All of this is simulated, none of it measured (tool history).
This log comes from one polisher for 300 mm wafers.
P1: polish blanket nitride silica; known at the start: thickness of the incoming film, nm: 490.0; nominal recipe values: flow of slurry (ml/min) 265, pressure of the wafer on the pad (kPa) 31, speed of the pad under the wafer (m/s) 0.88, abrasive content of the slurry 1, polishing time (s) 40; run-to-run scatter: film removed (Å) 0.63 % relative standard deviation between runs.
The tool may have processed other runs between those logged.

run,hour,flow of slurry (ml/min),pressure of the wafer on the pad (kPa),speed of the pad under the wafer (m/s),abrasive content of the slurry,polishing time (s),wafers polished on this pad,hours since the slurry nozzle was cleaned,hours since the head pressure was calibrated,hours since the slurry blender was calibrated,hours since the conditioning disc was replaced,film removed (Å)
1,8.7,265,31,0.88,1,40,590,371.6,204.7,221.6,231.6,326.32
2,22.2,160,48.3,0.88,1,40,769,385.1,218.2,235.1,245.1,471.57
3,30.2,265,31,0.88,1,40,876,393.1,226.2,243.1,253.1,322.55
4,38.9,265,49,0.88,1,40,991,401.8,234.9,251.8,261.8,511.14
5,51.8,355,46.9,0.88,1,40,1163,414.7,247.8,264.7,274.7,508.88
6,66,265,31,0.88,1.45,40,1352,428.9,262,278.9,288.9,380.73
7,74.3,265,31,0.88,1,62,1462,437.2,270.3,287.2,297.2,498.69
8,81.2,420,31,0.88,1,40,1554,444.1,277.2,294.1,304.1,340.36
9,93.2,265,31,0.88,1,25,1714,456.1,289.2,306.1,316.1,203.1
10,106.2,265,31,1.22,1,40,1887,469.1,302.2,319.1,329.1,423.54
11,113.4,265,31,0.88,0.6,40,1982,476.3,309.4,326.3,336.3,249.87
12,123,265,31,0.88,1,40,2110,485.9,319,335.9,345.9,324.51
13,129.6,160,31,0.88,1,40,2198,492.5,325.6,342.5,352.5,304.64
# hour 139.5: slurry blender recalibrated
14,142.3,265,31,0.88,1,40,2367,505.2,338.3,2.9,365.2,325.26
15,150.4,265,13.8,0.88,1,40,2474,513.3,346.4,11,373.3,144.94
16,157.3,265,31,0.88,1,40,2566,520.2,353.3,17.9,380.2,325.65
17,166.1,265,31,0.4,1,40,2683,529,362.1,26.7,389,171.9
18,176.8,265,31,0.88,1,40,2826,539.7,372.8,37.4,399.7,324.57
19,185,265,31,0.88,1,40,2935,547.9,381,45.6,407.9,323.57
20,199.1,265,31,0.88,1,40,3122,562,395.1,59.7,422,306.68
21,212.5,265,31,0.88,1,40,3300,575.4,408.5,73.1,435.4,299.78
# hour 217.6: conditioning disc replaced and pad reconditioned
22,220.3,265,31,0.88,1,40,3404,583.2,416.3,80.9,2.7,295.21

For run 23, what comes out?
# hour 224.3: worn pad replaced by a new one
23,228,265,31,0.88,1,40,50,590.9,424,88.6,10.4,?

film removed (Å): 298.59
